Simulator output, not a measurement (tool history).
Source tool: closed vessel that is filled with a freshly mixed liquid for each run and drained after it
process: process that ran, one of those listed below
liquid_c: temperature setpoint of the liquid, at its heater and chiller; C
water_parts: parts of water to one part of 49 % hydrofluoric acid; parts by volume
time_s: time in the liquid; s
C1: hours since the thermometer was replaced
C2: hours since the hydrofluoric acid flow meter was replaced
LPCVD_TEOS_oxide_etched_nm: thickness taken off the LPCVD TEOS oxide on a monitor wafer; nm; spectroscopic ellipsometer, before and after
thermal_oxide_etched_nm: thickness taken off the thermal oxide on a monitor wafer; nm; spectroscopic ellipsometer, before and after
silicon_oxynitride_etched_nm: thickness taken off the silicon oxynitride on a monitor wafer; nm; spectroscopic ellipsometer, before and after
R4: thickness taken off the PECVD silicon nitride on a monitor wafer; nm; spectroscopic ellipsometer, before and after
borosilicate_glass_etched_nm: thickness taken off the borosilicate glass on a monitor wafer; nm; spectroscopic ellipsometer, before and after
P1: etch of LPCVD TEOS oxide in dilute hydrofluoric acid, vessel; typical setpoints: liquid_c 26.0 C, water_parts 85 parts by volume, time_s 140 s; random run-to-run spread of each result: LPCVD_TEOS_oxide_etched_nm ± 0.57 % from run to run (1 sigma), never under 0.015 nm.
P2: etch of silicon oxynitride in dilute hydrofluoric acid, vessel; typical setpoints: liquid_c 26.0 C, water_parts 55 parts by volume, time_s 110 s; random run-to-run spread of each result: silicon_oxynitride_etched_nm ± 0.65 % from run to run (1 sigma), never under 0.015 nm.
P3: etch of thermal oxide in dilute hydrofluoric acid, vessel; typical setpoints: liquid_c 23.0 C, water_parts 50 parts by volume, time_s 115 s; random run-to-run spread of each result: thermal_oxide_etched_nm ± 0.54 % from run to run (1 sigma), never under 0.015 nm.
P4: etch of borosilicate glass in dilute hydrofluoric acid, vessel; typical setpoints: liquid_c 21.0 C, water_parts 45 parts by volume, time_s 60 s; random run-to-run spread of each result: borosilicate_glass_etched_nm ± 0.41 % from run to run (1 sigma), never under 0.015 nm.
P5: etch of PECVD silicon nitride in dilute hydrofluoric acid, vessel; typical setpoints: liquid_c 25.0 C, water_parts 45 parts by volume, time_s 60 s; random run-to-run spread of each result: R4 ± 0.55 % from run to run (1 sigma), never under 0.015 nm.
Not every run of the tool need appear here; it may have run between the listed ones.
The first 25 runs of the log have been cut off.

{"run": 26, "hour": 84.4, "process": "P3", "liquid_c": 23.0, "water_parts": 50, "time_s": 30, "C1": 409.5, "C2": 671.8, "thermal_oxide_etched_nm": 2.9887}
{"run": 27, "hour": 88.5, "process": "P5", "liquid_c": 17.0, "water_parts": 45, "time_s": 60, "C1": 413.6, "C2": 675.9, "R4": 3.2175}
{"run": 28, "hour": 92.3, "process": "P4", "liquid_c": 21.0, "water_parts": 45, "time_s": 60, "C1": 417.4, "C2": 679.7, "borosilicate_glass_etched_nm": 37.171}
{"run": 29, "hour": 95.7, "process": "P3", "liquid_c": 17.5, "water_parts": 50, "time_s": 115, "C1": 420.8, "C2": 683.1, "thermal_oxide_etched_nm": 9.0553}
{"run": 30, "hour": 98.2, "process": "P1", "liquid_c": 26.0, "water_parts": 150, "time_s": 140, "C1": 423.3, "C2": 685.6, "LPCVD_TEOS_oxide_etched_nm": 29.877}
{"run": 31, "hour": 100.6, "process": "P2", "liquid_c": 26.0, "water_parts": 55, "time_s": 50, "C1": 425.7, "C2": 688.0, "silicon_oxynitride_etched_nm": 1.814}
{"run": 32, "hour": 103.4, "process": "P5", "liquid_c": 25.0, "water_parts": 45, "time_s": 60, "C1": 428.5, "C2": 690.8, "R4": 5.6482}
{"run": 33, "hour": 105.5, "process": "P1", "liquid_c": 26.0, "water_parts": 85, "time_s": 140, "C1": 430.6, "C2": 692.9, "LPCVD_TEOS_oxide_etched_nm": 57.081}

What does the tool deliver on the next run?
{"run": 34, "hour": 108.5, "process": "P1", "liquid_c": 26.0, "water_parts": 85, "time_s": 140, "C1": 433.6, "C2": 695.9, "LPCVD_TEOS_oxide_etched_nm": "?"}

{"run 34": {"LPCVD_TEOS_oxide_etched_nm": 58.057}}
